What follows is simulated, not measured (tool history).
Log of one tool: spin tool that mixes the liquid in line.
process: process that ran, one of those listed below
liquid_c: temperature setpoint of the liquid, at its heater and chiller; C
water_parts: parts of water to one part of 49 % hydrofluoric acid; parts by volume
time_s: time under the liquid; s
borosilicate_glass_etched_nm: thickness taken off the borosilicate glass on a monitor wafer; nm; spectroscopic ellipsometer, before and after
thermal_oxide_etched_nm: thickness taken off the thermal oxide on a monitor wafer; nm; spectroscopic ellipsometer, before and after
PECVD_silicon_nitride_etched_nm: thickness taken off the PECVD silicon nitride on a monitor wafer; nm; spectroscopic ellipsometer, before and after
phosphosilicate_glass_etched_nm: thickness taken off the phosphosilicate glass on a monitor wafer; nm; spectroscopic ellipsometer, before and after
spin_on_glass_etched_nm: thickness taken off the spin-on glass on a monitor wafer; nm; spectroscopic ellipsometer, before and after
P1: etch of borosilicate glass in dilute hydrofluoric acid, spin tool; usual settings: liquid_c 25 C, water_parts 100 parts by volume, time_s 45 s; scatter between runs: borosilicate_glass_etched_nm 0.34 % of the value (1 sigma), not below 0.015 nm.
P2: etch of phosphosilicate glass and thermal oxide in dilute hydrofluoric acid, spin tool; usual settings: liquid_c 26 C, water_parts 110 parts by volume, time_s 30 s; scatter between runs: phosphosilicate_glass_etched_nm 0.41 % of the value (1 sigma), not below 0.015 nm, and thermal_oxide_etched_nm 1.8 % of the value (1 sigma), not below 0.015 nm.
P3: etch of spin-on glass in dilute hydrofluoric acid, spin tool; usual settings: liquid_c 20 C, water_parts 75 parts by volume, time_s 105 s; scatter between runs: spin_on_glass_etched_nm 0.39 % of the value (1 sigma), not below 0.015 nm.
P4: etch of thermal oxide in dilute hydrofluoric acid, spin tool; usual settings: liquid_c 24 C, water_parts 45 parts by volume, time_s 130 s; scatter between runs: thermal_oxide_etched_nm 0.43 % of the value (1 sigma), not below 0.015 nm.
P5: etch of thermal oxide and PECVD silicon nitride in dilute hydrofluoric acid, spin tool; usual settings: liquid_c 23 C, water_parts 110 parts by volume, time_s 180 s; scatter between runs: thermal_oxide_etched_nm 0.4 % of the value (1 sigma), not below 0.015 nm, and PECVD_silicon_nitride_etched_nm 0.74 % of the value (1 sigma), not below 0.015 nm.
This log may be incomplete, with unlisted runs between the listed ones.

run	day	process	liquid_c	water_parts	time_s	borosilicate_glass_etched_nm	thermal_oxide_etched_nm	PECVD_silicon_nitride_etched_nm	phosphosilicate_glass_etched_nm	spin_on_glass_etched_nm
1	0.442	P1	25	100	45	17.124				
2	0.775	P5	23	110	15		0.61553	0.31739		
3	1.254	P1	31	100	70	33.866				
4	1.592	P2	26	180	30		0.7724		31.456	
5	1.812	P5	23	110	180		7.4382	3.4482		
6	2.038	P3	17	75	105					44.307
7	2.362	P2	32	110	30		1.7302		70.017	
8	2.654	P1	25	100	45	17.25				
9	3.079	P5	23	110	180		7.3866	3.4847		
10	3.417	P4	17	45	130		11.727			
11	3.729	P1	25	100	45	17.221				
12	3.992	P3	20	75	105					50.06
13	4.417	P1	25	100	45	17.169				
14	4.812	P1	25	100	45	17.301				
15	5.183	P2	26	110	15		0.69118		27.905	
16	5.496	P2	26	110	30		1.4247		56.152	
17	5.954	P1	28.5	100	80	35.19				
18	6.333	P1	25	100	45	17.215				
19	6.562	P3	20	75	105					50.358
20	6.796	P3	20	75	40					19.051
21	7.029	P5	27.5	110	180		8.8907	4.6365		
22	7.304	P1	25	100	45	17.181				
23	7.738	P3	20	115	105					31.316
24	8.162	P1	25	155	45	10.344				
25	8.596	P4	24	45	130		15.767			
26	9.008	P1	33.5	100	45	23.638				
27	9.329	P1	18.5	100	45	13.182				
28	9.562	P1	25	100	15	5.7952				
29	9.821	P4	24	80	130		8.5117			
30	10.3	P5	23	40	180		22.218	9.2349		
31	10.579	P4	24	45	40		4.8883			
32	10.85	P4	24	45	130		15.784			
33	11.225	P1	25	100	75	28.875				
34	11.525	P1	25	30	45	62.848				
35	11.912	P1	25	100	45	17.222				
36	12.221	P1	25	100	45	17.599				
37	12.538	P1	25	100	45	17.815				
38	12.908	P1	25	100	45	17.966				
39	13.379	P1	25	100	45	18.211				
40	13.817	P1	25	100	45	18.53				
41	14.204	P1	25	100	45	18.457				
42	14.525	P1	25	100	45	18.641				
43	15.012	P1	25	100	45	18.601				
44	15.35	P1	25	100	45	18.527				
45	15.838	P1	25	100	45	18.74				
46	16.142	P1	25	100	45	18.55				

P1 has crept away from where it was. The log is fitted equally well by each of these 2 causes, at the sizes shown:
A: hydrofluoric acid flow above the setpoint (%) = 7.3
B: liquid hotter than its thermometer reads (K) = 2.04
At approximately day 11.912, the process output began to creep.

Consider the 4 single-wafer check runs listed below, results given as question marks: which one distinguishes between the causes by giving clearly different results for each?
check 1	16.446	P5	23	110	180		?	?		
check 2	16.446	P3	20	75	105					?
check 3	16.446	P4	24	45	130		?			
check 4	16.446	P2	26	110	30		?		?	

How each check would come out, cause by cause:
check	result	if A	if B
check 1	thermal_oxide_etched_nm	8.0406	8.0479
check 1	PECVD_silicon_nitride_etched_nm	3.669	3.9135
check 2	spin_on_glass_etched_nm	54.003	54.441
check 3	thermal_oxide_etched_nm	17.09	17.247
check 4	thermal_oxide_etched_nm	1.5288	1.5258
check 4	phosphosilicate_glass_etched_nm	60.577	60.458
Minimum pairwise separation of causes per check, each pair taken at its best-separating result: check 1 6.45 %; check 2 0.81 %; check 3 0.91 %; check 4 0.2 %
Of the check runs offered, only check 1 discriminates between the causes; the rest would read about the same regardless of which cause applies.

Running check 1 produced the following: thermal_oxide_etched_nm 8.0138 nm; PECVD_silicon_nitride_etched_nm 3.9357 nm. Which one of the listed causes fits?

It is B: liquid hotter than its thermometer reads (K).
